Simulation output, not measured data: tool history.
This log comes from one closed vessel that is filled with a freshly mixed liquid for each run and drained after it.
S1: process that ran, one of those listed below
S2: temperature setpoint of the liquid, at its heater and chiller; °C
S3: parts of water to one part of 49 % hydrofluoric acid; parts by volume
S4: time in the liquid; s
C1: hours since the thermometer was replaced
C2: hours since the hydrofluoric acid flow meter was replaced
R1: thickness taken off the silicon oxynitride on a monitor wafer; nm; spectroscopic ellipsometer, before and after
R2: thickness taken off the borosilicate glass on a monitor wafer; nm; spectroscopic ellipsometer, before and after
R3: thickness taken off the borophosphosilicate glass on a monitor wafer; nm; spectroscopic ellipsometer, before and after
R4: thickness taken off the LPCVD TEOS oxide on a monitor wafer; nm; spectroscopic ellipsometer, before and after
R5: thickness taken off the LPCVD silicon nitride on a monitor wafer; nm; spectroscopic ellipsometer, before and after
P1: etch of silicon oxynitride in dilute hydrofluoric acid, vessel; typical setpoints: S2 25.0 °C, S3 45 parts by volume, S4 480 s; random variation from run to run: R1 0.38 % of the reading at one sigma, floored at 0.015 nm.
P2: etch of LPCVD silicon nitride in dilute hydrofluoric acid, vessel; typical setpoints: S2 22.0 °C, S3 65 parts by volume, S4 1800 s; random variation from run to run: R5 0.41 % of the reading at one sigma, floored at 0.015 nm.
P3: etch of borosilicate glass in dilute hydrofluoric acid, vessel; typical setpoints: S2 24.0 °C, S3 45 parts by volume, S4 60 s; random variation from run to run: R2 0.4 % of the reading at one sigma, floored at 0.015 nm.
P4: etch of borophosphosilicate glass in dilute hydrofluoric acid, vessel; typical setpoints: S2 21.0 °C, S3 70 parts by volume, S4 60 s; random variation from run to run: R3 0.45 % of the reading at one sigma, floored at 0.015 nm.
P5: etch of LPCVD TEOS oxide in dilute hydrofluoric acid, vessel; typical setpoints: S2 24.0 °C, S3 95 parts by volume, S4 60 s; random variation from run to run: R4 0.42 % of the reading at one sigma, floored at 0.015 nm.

Run 1, hour 9.3: S1 P1, S2 25.0 °C, S3 45 parts by volume, S4 480 s; C1 851.4; C2 296.9. Result: R1 18.282 nm.
Run 2, hour 26.1: S1 P3, S2 24.0 °C, S3 45 parts by volume, S4 60 s; C1 868.2; C2 313.7. Result: R2 41.792 nm.
Run 3, hour 43.0: S1 P4, S2 21.0 °C, S3 70 parts by volume, S4 60 s; C1 885.1; C2 330.6. Result: R3 34.528 nm.
Run 4, hour 57.2: S1 P3, S2 17.0 °C, S3 45 parts by volume, S4 60 s; C1 899.3; C2 344.8. Result: R2 31.147 nm.
Run 5, hour 70.3: S1 P1, S2 21.0 °C, S3 45 parts by volume, S4 480 s; C1 912.4; C2 357.9. Result: R1 15.028 nm.
Run 6, hour 78.8: S1 P5, S2 24.0 °C, S3 95 parts by volume, S4 60 s; C1 920.9; C2 366.4. Result: R4 23.667 nm.
Run 7, hour 93.4: S1 P1, S2 25.0 °C, S3 45 parts by volume, S4 885 s; C1 935.5; C2 381.0. Result: R1 33.539 nm.
Run 8, hour 111.0: S1 P2, S2 22.0 °C, S3 20 parts by volume, S4 1800 s; C1 953.1; C2 398.6. Result: R5 34.329 nm.
Run 9, hour 119.6: S1 P4, S2 21.0 °C, S3 70 parts by volume, S4 60 s; C1 961.7; C2 407.2. Result: R3 35.171 nm.
Run 10, hour 136.1: S1 P1, S2 25.0 °C, S3 65 parts by volume, S4 730 s; C1 978.2; C2 423.7. Result: R1 18.901 nm.
Run 11, hour 150.2: S1 P5, S2 24.0 °C, S3 95 parts by volume, S4 105 s; C1 992.3; C2 437.8. Result: R4 41.708 nm.
Run 12, hour 161.3: S1 P1, S2 25.0 °C, S3 45 parts by volume, S4 480 s; C1 1003.4; C2 448.9. Result: R1 18.393 nm.
Run 13, hour 172.1: S1 P1, S2 32.0 °C, S3 45 parts by volume, S4 480 s; C1 1014.2; C2 459.7. Result: R1 25.377 nm.
Run 14, hour 190.5: S1 P5, S2 24.0 °C, S3 20 parts by volume, S4 60 s; C1 1032.6; C2 478.1. Result: R4 124.740 nm.
Run 15, hour 201.8: S1 P4, S2 21.0 °C, S3 70 parts by volume, S4 90 s; C1 1043.9; C2 489.4. Result: R3 52.089 nm.
Run 16, hour 214.7: S1 P1, S2 25.0 °C, S3 45 parts by volume, S4 480 s; C1 1056.8; C2 502.3. Result: R1 18.168 nm.
Run 17, hour 230.7: S1 P4, S2 21.0 °C, S3 20 parts by volume, S4 60 s; C1 1072.8; C2 518.3. Result: R3 129.340 nm.
Run 18, hour 239.3: S1 P3, S2 24.0 °C, S3 45 parts by volume, S4 30 s; C1 1081.4; C2 526.9. Result: R2 21.104 nm.
Run 19, hour 253.7: S1 P1, S2 25.0 °C, S3 45 parts by volume, S4 480 s; C1 1095.8; C2 541.3. Result: R1 18.285 nm.
Run 20, hour 265.0: S1 P2, S2 22.0 °C, S3 65 parts by volume, S4 1800 s; C1 1107.1; C2 552.6. Result: R5 11.001 nm.
Run 21, hour 274.4: S1 P2, S2 22.0 °C, S3 65 parts by volume, S4 2990 s; C1 1116.5; C2 562.0. Result: R5 18.344 nm.
Run 22, hour 290.0: S1 P1, S2 25.0 °C, S3 45 parts by volume, S4 30 s; C1 1132.1; C2 577.6. Result: R1 1.131 nm.
Run 23, hour 299.8: S1 P4, S2 17.0 °C, S3 70 parts by volume, S4 60 s; C1 1141.9; C2 587.4. Result: R3 29.390 nm.
Run 24, hour 314.0: S1 P2, S2 28.5 °C, S3 65 parts by volume, S4 1800 s; C1 1156.1; C2 601.6. Result: R5 16.899 nm.
Run 25, hour 323.5: S1 P1, S2 25.0 °C, S3 45 parts by volume, S4 480 s; C1 1165.6; C2 611.1. Result: R1 18.342 nm.
Run 26, hour 334.6: S1 P3, S2 24.0 °C, S3 25 parts by volume, S4 60 s; C1 1176.7; C2 622.2. Result: R2 77.763 nm.
Run 27, hour 348.6: S1 P1, S2 25.0 °C, S3 20 parts by volume, S4 480 s; C1 1190.7; C2 636.2. Result: R1 42.202 nm.
Run 28, hour 364.9: S1 P1, S2 25.0 °C, S3 65 parts by volume, S4 480 s; C1 1207.0; C2 652.5. Result: R1 12.436 nm.

Forecast run 29:
Run 29, hour 377.1: S1 P1, S2 25.0 °C, S3 45 parts by volume, S4 480 s; C1 1219.2; C2 664.7. Result: R1 ?.

{"run 29": {"R1": 18.328}}
